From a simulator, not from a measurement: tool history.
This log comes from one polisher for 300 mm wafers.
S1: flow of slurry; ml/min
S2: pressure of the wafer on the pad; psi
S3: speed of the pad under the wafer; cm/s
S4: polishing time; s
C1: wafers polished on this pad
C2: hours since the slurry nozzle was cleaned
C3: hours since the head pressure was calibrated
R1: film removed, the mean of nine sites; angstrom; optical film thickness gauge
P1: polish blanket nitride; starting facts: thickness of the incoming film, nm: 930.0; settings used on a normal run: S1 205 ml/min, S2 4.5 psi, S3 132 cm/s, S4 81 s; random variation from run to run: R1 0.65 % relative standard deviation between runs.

{"run": 1, "hour": 6.4, "S1": 205, "S2": 4.5, "S3": 132, "S4": 81, "C1": 641, "C2": 153.8, "C3": 385.7, "R1": 2000.6}
{"run": 2, "hour": 12.5, "S1": 205, "S2": 4.5, "S3": 206, "S4": 81, "C1": 717, "C2": 159.9, "C3": 391.8, "R1": 2900.6}
{"run": 3, "hour": 16.8, "S1": 205, "S2": 4.5, "S3": 132, "S4": 81, "C1": 770, "C2": 164.2, "C3": 396.1, "R1": 2016.3}
{"run": 4, "hour": 23.3, "S1": 205, "S2": 4.5, "S3": 132, "S4": 36, "C1": 851, "C2": 170.7, "C3": 402.6, "R1": 888.98}
{"run": 5, "hour": 31.1, "S1": 205, "S2": 4.5, "S3": 132, "S4": 81, "C1": 948, "C2": 178.5, "C3": 410.4, "R1": 1988.1}
{"run": 6, "hour": 37.9, "S1": 125, "S2": 4.5, "S3": 132, "S4": 81, "C1": 1032, "C2": 185.3, "C3": 417.2, "R1": 1851.7}
{"run": 7, "hour": 42.5, "S1": 205, "S2": 2, "S3": 132, "S4": 81, "C1": 1089, "C2": 189.9, "C3": 421.8, "R1": 886.33}
{"run": 8, "hour": 48.5, "S1": 205, "S2": 4.5, "S3": 132, "S4": 81, "C1": 1164, "C2": 195.9, "C3": 427.8, "R1": 1993.1}
{"run": 9, "hour": 56.2, "S1": 205, "S2": 4.5, "S3": 132, "S4": 119, "C1": 1260, "C2": 203.6, "C3": 435.5, "R1": 2934.4}
{"run": 10, "hour": 61.0, "S1": 275, "S2": 4.5, "S3": 132, "S4": 81, "C1": 1319, "C2": 208.4, "C3": 440.3, "R1": 2065.4}
{"run": 11, "hour": 66.5, "S1": 205, "S2": 4.5, "S3": 98, "S4": 81, "C1": 1388, "C2": 213.9, "C3": 445.8, "R1": 1571.6}
{"run": 12, "hour": 72.9, "S1": 205, "S2": 4.5, "S3": 132, "S4": 81, "C1": 1467, "C2": 220.3, "C3": 452.2, "R1": 2011.1}
{"run": 13, "hour": 77.3, "S1": 205, "S2": 5.8, "S3": 102, "S4": 81, "C1": 1522, "C2": 224.7, "C3": 456.6, "R1": 2085.6}
{"run": 14, "hour": 83.4, "S1": 205, "S2": 7.1, "S3": 132, "S4": 81, "C1": 1598, "C2": 230.8, "C3": 462.7, "R1": 3143.7}
{"run": 15, "hour": 87.8, "S1": 205, "S2": 4.5, "S3": 132, "S4": 81, "C1": 1652, "C2": 235.2, "C3": 467.1, "R1": 2006.6}
{"run": 16, "hour": 95.1, "S1": 205, "S2": 4.5, "S3": 132, "S4": 81, "C1": 1743, "C2": 242.5, "C3": 474.4, "R1": 1944.8}
{"run": 17, "hour": 101.0, "S1": 205, "S2": 4.5, "S3": 132, "S4": 81, "C1": 1816, "C2": 248.4, "C3": 480.3, "R1": 1915.5}
{"hour": 104.7, "done": "head pressure recalibrated"}
{"run": 18, "hour": 104.9, "S1": 205, "S2": 4.5, "S3": 132, "S4": 81, "C1": 1865, "C2": 252.3, "C3": 0.2, "R1": 1926.3}
{"run": 19, "hour": 108.7, "S1": 205, "S2": 4.5, "S3": 132, "S4": 81, "C1": 1912, "C2": 256.1, "C3": 4, "R1": 1885.8}
{"run": 20, "hour": 113.7, "S1": 205, "S2": 4.5, "S3": 132, "S4": 81, "C1": 1974, "C2": 261.1, "C3": 9, "R1": 1878.2}
{"run": 21, "hour": 118.4, "S1": 205, "S2": 4.5, "S3": 132, "S4": 81, "C1": 2033, "C2": 265.8, "C3": 13.7, "R1": 1897.8}
{"run": 22, "hour": 124.0, "S1": 205, "S2": 4.5, "S3": 132, "S4": 81, "C1": 2102, "C2": 271.4, "C3": 19.3, "R1": 1857.6}
{"run": 23, "hour": 129.3, "S1": 205, "S2": 4.5, "S3": 132, "S4": 81, "C1": 2168, "C2": 276.7, "C3": 24.6, "R1": 1883.9}

Something has made what P1 gives creep away from where it was; the 2 causes below, each at its own stated size, fit the log equally well:
A: removal rate lost through wear of the pad, % = 6.24
B: slurry flow missing at the pad, % = 33.6
The onset of the drift is placed at about hour 87.8.
Each remaining cause and why it is not a fit:
head's pressure below its setpoint, %: was serviced at hour 104.7, once the creep was under way, yet the earlier output never came back

4 check runs are offered, each on 2 wafers whose results are averaged, their results left as question marks. Which one tells the causes apart?
{"run": "check 1", "hour": 134.6, "S1": 205, "S2": 4.5, "S3": 202, "S4": 99, "R1": "?"}
{"run": "check 2", "hour": 134.6, "S1": 205, "S2": 2.2, "S3": 132, "S4": 62, "R1": "?"}
{"run": "check 3", "hour": 134.6, "S1": 125, "S2": 4.5, "S3": 132, "S4": 53, "R1": "?"}
{"run": "check 4", "hour": 134.6, "S1": 205, "S2": 4.5, "S3": 132, "S4": 38, "R1": "?"}

How each check would come out, cause by cause:
check=check_1 result=R1 if_A=3226 if_B=3225.7
check=check_2 result=R1 if_A=702.75 if_B=702.69
check=check_3 result=R1 if_A=1132.9 if_B=1092.2
check=check_4 result=R1 if_A=881.02 if_B=880.94
Separation of the two closest causes in each check, using whichever result separates them best: check 1 0.01 %; check 2 0.01 %; check 3 3.65 %; check 4 0.01 %
The other checks would show nearly matching results whichever cause is true, so check 3 is the only one that separates the causes.

Then check 3 was run and gave: R1 1100.3 angstrom. Which cause is it?

It is B: slurry flow missing at the pad, %.
